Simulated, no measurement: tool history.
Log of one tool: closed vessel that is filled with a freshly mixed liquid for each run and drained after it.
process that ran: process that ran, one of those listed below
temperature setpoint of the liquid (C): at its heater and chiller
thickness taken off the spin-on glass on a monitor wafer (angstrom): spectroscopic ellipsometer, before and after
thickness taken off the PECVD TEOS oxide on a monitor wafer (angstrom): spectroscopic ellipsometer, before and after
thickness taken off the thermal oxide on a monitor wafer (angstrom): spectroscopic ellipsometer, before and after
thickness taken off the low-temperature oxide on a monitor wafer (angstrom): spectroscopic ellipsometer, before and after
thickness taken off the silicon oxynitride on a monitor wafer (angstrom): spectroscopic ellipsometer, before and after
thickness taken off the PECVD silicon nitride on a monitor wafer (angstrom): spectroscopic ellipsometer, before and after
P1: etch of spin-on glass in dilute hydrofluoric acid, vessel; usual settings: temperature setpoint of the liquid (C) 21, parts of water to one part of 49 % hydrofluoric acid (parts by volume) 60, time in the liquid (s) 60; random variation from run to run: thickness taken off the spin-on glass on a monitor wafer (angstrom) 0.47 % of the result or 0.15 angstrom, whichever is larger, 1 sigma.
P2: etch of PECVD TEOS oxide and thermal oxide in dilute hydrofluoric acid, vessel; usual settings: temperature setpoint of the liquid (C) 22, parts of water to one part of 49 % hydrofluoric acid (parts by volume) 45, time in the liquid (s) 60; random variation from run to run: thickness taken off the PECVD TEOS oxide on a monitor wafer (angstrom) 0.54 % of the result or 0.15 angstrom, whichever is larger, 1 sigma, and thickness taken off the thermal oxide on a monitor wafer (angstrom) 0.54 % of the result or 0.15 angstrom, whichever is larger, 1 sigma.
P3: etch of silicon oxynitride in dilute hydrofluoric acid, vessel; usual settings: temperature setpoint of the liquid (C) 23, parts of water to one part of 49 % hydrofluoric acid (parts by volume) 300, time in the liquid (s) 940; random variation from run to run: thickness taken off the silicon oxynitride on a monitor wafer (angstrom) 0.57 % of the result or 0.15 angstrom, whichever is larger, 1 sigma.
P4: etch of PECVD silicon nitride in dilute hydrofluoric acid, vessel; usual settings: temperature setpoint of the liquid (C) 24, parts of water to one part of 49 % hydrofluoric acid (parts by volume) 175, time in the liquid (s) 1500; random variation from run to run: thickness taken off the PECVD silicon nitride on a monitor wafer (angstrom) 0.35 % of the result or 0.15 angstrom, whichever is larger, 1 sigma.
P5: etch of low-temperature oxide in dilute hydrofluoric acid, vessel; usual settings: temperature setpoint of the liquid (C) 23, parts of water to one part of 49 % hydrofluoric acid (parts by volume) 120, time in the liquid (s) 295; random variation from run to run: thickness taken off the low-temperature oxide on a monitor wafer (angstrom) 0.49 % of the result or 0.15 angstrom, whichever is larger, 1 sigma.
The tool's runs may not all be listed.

run,day,process that ran,temperature setpoint of the liquid (C),parts of water to one part of 49 % hydrofluoric acid (parts by volume),time in the liquid (s),hours since the thermometer was replaced,hours since the hydrofluoric acid flow meter was replaced,thickness taken off the spin-on glass on a monitor wafer (angstrom),thickness taken off the PECVD TEOS oxide on a monitor wafer (angstrom),thickness taken off the thermal oxide on a monitor wafer (angstrom),thickness taken off the low-temperature oxide on a monitor wafer (angstrom),thickness taken off the silicon oxynitride on a monitor wafer (angstrom),thickness taken off the PECVD silicon nitride on a monitor wafer (angstrom)
1,0.338,P1,21,60,60,550.1,693.9,189.91,,,,,
2,0.858,P1,21,85,60,562.6,706.4,128.33,,,,,
3,1.179,P2,22,60,60,570.3,714.1,,180.42,46.515,,,
4,1.7,P1,26,60,60,582.8,726.6,230.56,,,,,
5,2.425,P5,26.5,120,295,600.2,744,,,,287.89,,
6,2.85,P3,23,300,940,610.4,754.2,,,,,82.466,
7,3.342,P1,21,40,60,622.2,766,287.78,,,,,
8,3.996,P5,23,120,30,637.9,781.7,,,,25.381,,
9,4.5,P2,22,45,60,650,793.8,,246.38,62.927,,,
10,5.225,P1,21,60,60,667.4,811.2,186.89,,,,,
11,5.733,P3,23,65,940,679.6,823.4,,,,,456.5,
12,6.192,P2,17,45,60,690.6,834.4,,197.11,51.18,,,
13,6.925,P4,24,85,1500,708.2,852,,,,,,988.33
14,7.446,P4,24,175,1500,720.7,864.5,,,,,,486.26
15,8.062,P2,22,45,30,735.5,879.3,,122.02,31.459,,,
16,8.779,P3,27,300,940,752.7,896.5,,,,,96.542,
17,9.138,P1,21,60,60,761.3,905.1,187.06,,,,,
18,9.679,P1,21,60,90,774.3,918.1,280.27,,,,,
19,10,P1,17,60,90,782,925.8,236.65,,,,,
20,10.517,P1,21,60,60,794.4,938.2,186.66,,,,,
21,11.088,P4,24,175,1500,808.1,951.9,,,,,,484.36
22,11.742,P1,21,60,30,823.8,967.6,94.179,,,,,
23,12.262,P5,23,120,295,836.3,980.1,,,,250.29,,
24,12.879,P3,23,300,1795,851.1,994.9,,,,,157.2,
25,13.596,P3,23,300,940,868.3,1012.1,,,,,81.889,
26,14.083,P4,17,175,1500,880,1023.8,,,,,,305.66
27,14.783,P1,21,60,60,896.8,1040.6,187.23,,,,,
28,15.196,P1,17,60,60,906.7,1050.5,158.54,,,,,
29,15.683,P1,21,60,60,918.4,1062.2,188.59,,,,,
30,16.338,P5,23,120,295,934.1,1077.9,,,,248.83,,
31,16.9,P4,24,175,625,947.6,1091.4,,,,,,202.68
32,17.288,P5,23,200,295,956.9,1100.7,,,,137.28,,
33,17.717,P1,21,60,60,967.2,1111,189.99,,,,,
34,18.062,P1,21,60,60,975.5,1119.3,180.67,,,,,
35,18.558,P1,21,60,60,987.4,1131.2,174.37,,,,,
36,19.133,P1,21,60,60,1001.2,1145,172.4,,,,,
37,19.792,P1,21,60,60,1017,1160.8,170.53,,,,,
38,20.154,P1,21,60,60,1025.7,1169.5,170.01,,,,,
39,20.729,P1,21,60,60,1039.5,1183.3,168.75,,,,,

What P1 gives has crept away from where it was. These 2 causes fit the log equally well, each at the size given:
A: liquid colder than its thermometer reads (K) = 2.45
B: hydrofluoric acid flow below the setpoint (%) = 9.14
The creep began at about day 17.717.

4 check runs are offered, one wafer each, their results left as question marks. Which one tells the causes apart?
check 1,21.304,P2,22,45,60,,,,?,?,,,
check 2,21.304,P5,23,120,295,,,,,,?,,
check 3,21.304,P4,24,175,1500,,,,,,,,?
check 4,21.304,P3,23,300,940,,,,,,,?,

What each check would give under each cause:
check,result,if A,if B
check 1,thickness taken off the PECVD TEOS oxide on a monitor wafer (angstrom),220.97,221.44
check 1,thickness taken off the thermal oxide on a monitor wafer (angstrom),56.576,56.698
check 2,thickness taken off the low-temperature oxide on a monitor wafer (angstrom),227.36,224.63
check 3,thickness taken off the PECVD silicon nitride on a monitor wafer (angstrom),414.29,441.38
check 4,thickness taken off the silicon oxynitride on a monitor wafer (angstrom),74.23,73.56
How far apart the two closest causes lie, in the result that separates them most: check 1 0.22 %; check 2 1.21 %; check 3 6.33 %; check 4 0.91 %
Only check 3 tells the causes apart: in the others they would give nearly the same result.

Check 3 was then run and gave: thickness taken off the PECVD silicon nitride on a monitor wafer (angstrom) 416.26. Which cause is it?

It is A: liquid colder than its thermometer reads (K).
